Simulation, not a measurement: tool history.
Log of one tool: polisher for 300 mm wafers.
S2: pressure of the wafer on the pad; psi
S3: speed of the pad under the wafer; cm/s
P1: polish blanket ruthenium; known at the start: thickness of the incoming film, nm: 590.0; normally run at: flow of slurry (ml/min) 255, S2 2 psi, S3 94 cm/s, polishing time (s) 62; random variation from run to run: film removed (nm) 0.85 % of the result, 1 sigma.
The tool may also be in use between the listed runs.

run 1 hour=6.5 | flow_of_slurry_(ml/min)=255 S2=2 S3=94 polishing_time_(s)=62 | film_removed_(nm)=77.167
run 2 hour=15.2 | flow_of_slurry_(ml/min)=255 S2=2 S3=94 polishing_time_(s)=62 | film_removed_(nm)=75.915
run 3 hour=19.5 | flow_of_slurry_(ml/min)=255 S2=2 S3=94 polishing_time_(s)=62 | film_removed_(nm)=75.68
run 4 hour=27.6 | flow_of_slurry_(ml/min)=255 S2=0.9 S3=94 polishing_time_(s)=62 | film_removed_(nm)=34.317
run 5 hour=36.2 | flow_of_slurry_(ml/min)=255 S2=2 S3=94 polishing_time_(s)=91 | film_removed_(nm)=111.97
run 6 hour=45.7 | flow_of_slurry_(ml/min)=255 S2=1.5 S3=94 polishing_time_(s)=76 | film_removed_(nm)=69.522
run 7 hour=54.7 | flow_of_slurry_(ml/min)=390 S2=2 S3=94 polishing_time_(s)=62 | film_removed_(nm)=78.996
run 8 hour=59 | flow_of_slurry_(ml/min)=255 S2=2 S3=94 polishing_time_(s)=62 | film_removed_(nm)=76.726
run 9 hour=65.7 | flow_of_slurry_(ml/min)=255 S2=2 S3=94 polishing_time_(s)=62 | film_removed_(nm)=75.549
run 10 hour=71.6 | flow_of_slurry_(ml/min)=255 S2=2 S3=94 polishing_time_(s)=28 | film_removed_(nm)=34.433
-- hour=74.4 head pressure recalibrated
run 11 hour=76.8 | flow_of_slurry_(ml/min)=155 S2=2 S3=94 polishing_time_(s)=62 | film_removed_(nm)=71.493
run 12 hour=86 | flow_of_slurry_(ml/min)=255 S2=2 S3=94 polishing_time_(s)=62 | film_removed_(nm)=75.994
run 13 hour=92.8 | flow_of_slurry_(ml/min)=345 S2=2.5 S3=94 polishing_time_(s)=62 | film_removed_(nm)=97.207
run 14 hour=102.3 | flow_of_slurry_(ml/min)=155 S2=2.6 S3=94 polishing_time_(s)=62 | film_removed_(nm)=91.618
run 15 hour=110.8 | flow_of_slurry_(ml/min)=255 S2=2 S3=42 polishing_time_(s)=62 | film_removed_(nm)=34.089
run 16 hour=115.8 | flow_of_slurry_(ml/min)=255 S2=3.1 S3=94 polishing_time_(s)=62 | film_removed_(nm)=117.64
run 17 hour=121.5 | flow_of_slurry_(ml/min)=255 S2=2 S3=140 polishing_time_(s)=62 | film_removed_(nm)=111.45
run 18 hour=128 | flow_of_slurry_(ml/min)=255 S2=2 S3=94 polishing_time_(s)=62 | film_removed_(nm)=76.648
run 19 hour=135.2 | flow_of_slurry_(ml/min)=255 S2=2 S3=94 polishing_time_(s)=62 | film_removed_(nm)=74.38
run 20 hour=140 | flow_of_slurry_(ml/min)=255 S2=2 S3=94 polishing_time_(s)=62 | film_removed_(nm)=75.108
run 21 hour=146.4 | flow_of_slurry_(ml/min)=255 S2=2 S3=94 polishing_time_(s)=62 | film_removed_(nm)=73.892
run 22 hour=154 | flow_of_slurry_(ml/min)=255 S2=2 S3=94 polishing_time_(s)=62 | film_removed_(nm)=71.365
run 23 hour=162.8 | flow_of_slurry_(ml/min)=255 S2=2 S3=94 polishing_time_(s)=62 | film_removed_(nm)=72.206

The next listed run, before its measurement:
run 24 hour=168 | flow_of_slurry_(ml/min)=255 S2=2 S3=94 polishing_time_(s)=62 | film_removed_(nm)=?

Run 24 gave film removed (nm) 72.175.
